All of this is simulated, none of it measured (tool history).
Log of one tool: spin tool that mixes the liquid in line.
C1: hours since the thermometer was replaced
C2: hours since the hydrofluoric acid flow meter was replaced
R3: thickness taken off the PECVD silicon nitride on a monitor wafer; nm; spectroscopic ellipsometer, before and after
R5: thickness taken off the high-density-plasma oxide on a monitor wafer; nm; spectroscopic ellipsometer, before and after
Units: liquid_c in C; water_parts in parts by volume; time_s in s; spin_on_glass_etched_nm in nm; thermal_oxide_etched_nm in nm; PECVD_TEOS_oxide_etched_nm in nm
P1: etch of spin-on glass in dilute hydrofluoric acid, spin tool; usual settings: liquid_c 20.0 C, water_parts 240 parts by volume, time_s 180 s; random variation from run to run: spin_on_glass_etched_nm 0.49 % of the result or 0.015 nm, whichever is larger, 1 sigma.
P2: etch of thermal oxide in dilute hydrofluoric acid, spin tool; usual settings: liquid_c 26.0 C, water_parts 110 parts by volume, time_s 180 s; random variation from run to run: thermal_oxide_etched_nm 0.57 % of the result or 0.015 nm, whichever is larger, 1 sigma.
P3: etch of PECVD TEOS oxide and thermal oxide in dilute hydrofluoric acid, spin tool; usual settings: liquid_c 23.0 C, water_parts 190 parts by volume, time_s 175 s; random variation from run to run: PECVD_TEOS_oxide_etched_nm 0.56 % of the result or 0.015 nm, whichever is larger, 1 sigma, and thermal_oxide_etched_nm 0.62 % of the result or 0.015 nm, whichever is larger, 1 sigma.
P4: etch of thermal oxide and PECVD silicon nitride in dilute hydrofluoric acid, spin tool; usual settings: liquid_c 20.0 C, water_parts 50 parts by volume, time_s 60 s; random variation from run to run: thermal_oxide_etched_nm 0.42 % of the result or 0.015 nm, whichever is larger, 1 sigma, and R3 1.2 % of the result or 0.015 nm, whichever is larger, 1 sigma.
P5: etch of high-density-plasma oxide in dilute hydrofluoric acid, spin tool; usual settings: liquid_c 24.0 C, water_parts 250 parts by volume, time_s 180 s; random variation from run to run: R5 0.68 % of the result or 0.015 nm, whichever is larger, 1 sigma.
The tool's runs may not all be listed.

run 1 day=0.133 | process=P1 liquid_c=20.0 water_parts=240 time_s=180 | C1=314.7 C2=319.7 | spin_on_glass_etched_nm=17.7220
run 2 day=0.354 | process=P4 liquid_c=17.0 water_parts=50 time_s=60 | C1=320.0 C2=325.0 | thermal_oxide_etched_nm=4.35400 R3=1.7072
run 3 day=0.558 | process=P3 liquid_c=23.0 water_parts=190 time_s=175 | C1=324.9 C2=329.9 | thermal_oxide_etched_nm=4.21620 PECVD_TEOS_oxide_etched_nm=6.7133
run 4 day=0.771 | process=P1 liquid_c=20.0 water_parts=240 time_s=180 | C1=330.0 C2=335.0 | spin_on_glass_etched_nm=17.5860
run 5 day=1.021 | process=P2 liquid_c=30.0 water_parts=110 time_s=180 | C1=336.0 C2=341.0 | thermal_oxide_etched_nm=9.51680
run 6 day=1.192 | process=P1 liquid_c=23.5 water_parts=320 time_s=180 | C1=340.1 C2=345.1 | spin_on_glass_etched_nm=14.0840
run 7 day=1.421 | process=P3 liquid_c=23.0 water_parts=190 time_s=40 | C1=345.6 C2=350.6 | thermal_oxide_etched_nm=0.97407 PECVD_TEOS_oxide_etched_nm=1.5328
run 8 day=1.612 | process=P1 liquid_c=20.0 water_parts=240 time_s=180 | C1=350.2 C2=355.2 | spin_on_glass_etched_nm=17.7730
run 9 day=1.779 | process=P1 liquid_c=20.0 water_parts=240 time_s=180 | C1=354.2 C2=359.2 | spin_on_glass_etched_nm=17.6590
run 10 day=1.912 | process=P4 liquid_c=20.0 water_parts=50 time_s=60 | C1=357.4 C2=362.4 | thermal_oxide_etched_nm=4.89740 R3=2.0983
run 11 day=2.075 | process=P1 liquid_c=20.0 water_parts=365 time_s=180 | C1=361.3 C2=366.3 | spin_on_glass_etched_nm=10.4930
run 12 day=2.200 | process=P2 liquid_c=26.0 water_parts=110 time_s=180 | C1=364.3 C2=369.3 | thermal_oxide_etched_nm=8.16990
-- day=2.275 thermometer replaced
run 13 day=2.321 | process=P1 liquid_c=28.5 water_parts=240 time_s=180 | C1=1.2 C2=372.2 | spin_on_glass_etched_nm=23.8770
run 14 day=2.562 | process=P3 liquid_c=28.5 water_parts=190 time_s=175 | C1=7.0 C2=378.0 | thermal_oxide_etched_nm=5.18110 PECVD_TEOS_oxide_etched_nm=8.2631
run 15 day=2.683 | process=P4 liquid_c=20.0 water_parts=50 time_s=60 | C1=9.9 C2=380.9 | thermal_oxide_etched_nm=4.90850 R3=2.0728
run 16 day=2.846 | process=P1 liquid_c=20.0 water_parts=115 time_s=180 | C1=13.8 C2=384.8 | spin_on_glass_etched_nm=41.6880
run 17 day=3.050 | process=P2 liquid_c=26.0 water_parts=30 time_s=180 | C1=18.7 C2=389.7 | thermal_oxide_etched_nm=33.79100
run 18 day=3.271 | process=P4 liquid_c=20.0 water_parts=85 time_s=60 | C1=24.0 C2=395.0 | thermal_oxide_etched_nm=2.72340 R3=1.2186
run 19 day=3.421 | process=P5 liquid_c=30.0 water_parts=250 time_s=180 | C1=27.6 C2=398.6 | R5=4.2771
run 20 day=3.558 | process=P5 liquid_c=24.0 water_parts=105 time_s=180 | C1=30.9 C2=401.9 | R5=9.7050
run 21 day=3.704 | process=P2 liquid_c=26.0 water_parts=110 time_s=270 | C1=34.4 C2=405.4 | thermal_oxide_etched_nm=12.30600
run 22 day=3.846 | process=P5 liquid_c=24.0 water_parts=250 time_s=70 | C1=37.8 C2=408.8 | R5=1.3576
run 23 day=4.000 | process=P3 liquid_c=23.0 water_parts=190 time_s=175 | C1=41.5 C2=412.5 | thermal_oxide_etched_nm=4.19870 PECVD_TEOS_oxide_etched_nm=6.7635
run 24 day=4.171 | process=P5 liquid_c=24.0 water_parts=250 time_s=180 | C1=45.6 C2=416.6 | R5=3.4379
run 25 day=4.362 | process=P1 liquid_c=20.0 water_parts=240 time_s=355 | C1=50.2 C2=421.2 | spin_on_glass_etched_nm=34.9470
run 26 day=4.554 | process=P5 liquid_c=24.0 water_parts=250 time_s=180 | C1=54.8 C2=425.8 | R5=3.4238
run 27 day=4.812 | process=P1 liquid_c=20.0 water_parts=130 time_s=95 | C1=61.0 C2=432.0 | spin_on_glass_etched_nm=19.0570
run 28 day=5.004 | process=P1 liquid_c=20.0 water_parts=240 time_s=60 | C1=65.6 C2=436.6 | spin_on_glass_etched_nm=5.8931
run 29 day=5.246 | process=P4 liquid_c=20.0 water_parts=50 time_s=100 | C1=71.4 C2=442.4 | thermal_oxide_etched_nm=8.19000 R3=3.4650
run 30 day=5.412 | process=P3 liquid_c=23.0 water_parts=305 time_s=175 | C1=75.4 C2=446.4 | thermal_oxide_etched_nm=2.34410 PECVD_TEOS_oxide_etched_nm=3.7344
run 31 day=5.658 | process=P1 liquid_c=17.0 water_parts=240 time_s=180 | C1=81.3 C2=452.3 | spin_on_glass_etched_nm=15.7570
run 32 day=5.796 | process=P1 liquid_c=20.0 water_parts=240 time_s=180 | C1=84.6 C2=455.6 | spin_on_glass_etched_nm=17.6370
run 33 day=5.971 | process=P1 liquid_c=20.0 water_parts=240 time_s=180 | C1=88.8 C2=459.8 | spin_on_glass_etched_nm=17.1340
run 34 day=6.104 | process=P1 liquid_c=20.0 water_parts=240 time_s=180 | C1=92.0 C2=463.0 | spin_on_glass_etched_nm=16.8650
run 35 day=6.275 | process=P1 liquid_c=20.0 water_parts=240 time_s=180 | C1=96.1 C2=467.1 | spin_on_glass_etched_nm=16.5480
run 36 day=6.529 | process=P1 liquid_c=20.0 water_parts=240 time_s=180 | C1=102.2 C2=473.2 | spin_on_glass_etched_nm=16.3840
run 37 day=6.692 | process=P1 liquid_c=20.0 water_parts=240 time_s=180 | C1=106.1 C2=477.1 | spin_on_glass_etched_nm=16.3850
run 38 day=6.829 | process=P1 liquid_c=20.0 water_parts=240 time_s=180 | C1=109.4 C2=480.4 | spin_on_glass_etched_nm=16.4260
run 39 day=7.054 | process=P1 liquid_c=20.0 water_parts=240 time_s=180 | C1=114.8 C2=485.8 | spin_on_glass_etched_nm=16.2800
run 40 day=7.217 | process=P1 liquid_c=20.0 water_parts=240 time_s=180 | C1=118.7 C2=489.7 | spin_on_glass_etched_nm=16.3140
run 41 day=7.421 | process=P1 liquid_c=20.0 water_parts=240 time_s=180 | C1=123.6 C2=494.6 | spin_on_glass_etched_nm=16.1510

What P1 gives has crept away from where it was. These 2 causes fit the log equally well, each at the size given:
A: liquid colder than its thermometer reads (K) = 2.22
B: hydrofluoric acid flow below the setpoint (%) = 6.65
The creep began at about day 5.796.

4 check runs are offered, each on 2 wafers whose results are averaged, their results left as question marks. Which one tells the causes apart?
run check 1 day=7.625 | process=P3 liquid_c=23.0 water_parts=190 time_s=175 | thermal_oxide_etched_nm=? PECVD_TEOS_oxide_etched_nm=?
run check 2 day=7.625 | process=P5 liquid_c=24.0 water_parts=250 time_s=180 | R5=?
run check 3 day=7.625 | process=P2 liquid_c=26.0 water_parts=110 time_s=180 | thermal_oxide_etched_nm=?
run check 4 day=7.625 | process=P4 liquid_c=20.0 water_parts=50 time_s=60 | thermal_oxide_etched_nm=? R3=?

What each check would give under each cause:
check=check_1 result=thermal_oxide_etched_nm if_A=3.87200 if_B=3.87740
check=check_1 result=PECVD_TEOS_oxide_etched_nm if_A=6.1853 if_B=6.1938
check=check_2 result=R5 if_A=3.1890 if_B=3.1690
check=check_3 result=thermal_oxide_etched_nm if_A=7.50920 if_B=7.56850
check=check_4 result=thermal_oxide_etched_nm if_A=4.45090 if_B=4.55020
check=check_4 result=R3 if_A=1.7849 if_B=1.9503
How far apart the two closest causes lie, in the result that separates them most: check 1 0.14 %; check 2 0.63 %; check 3 0.79 %; check 4 8.86 %
Check 4 tells the causes apart: in the others they would give nearly the same result.

Then check 4 was run and gave: thermal_oxide_etched_nm 4.46720 nm; R3 1.7852 nm. Which cause is it?

It is A: liquid colder than its thermometer reads (K).
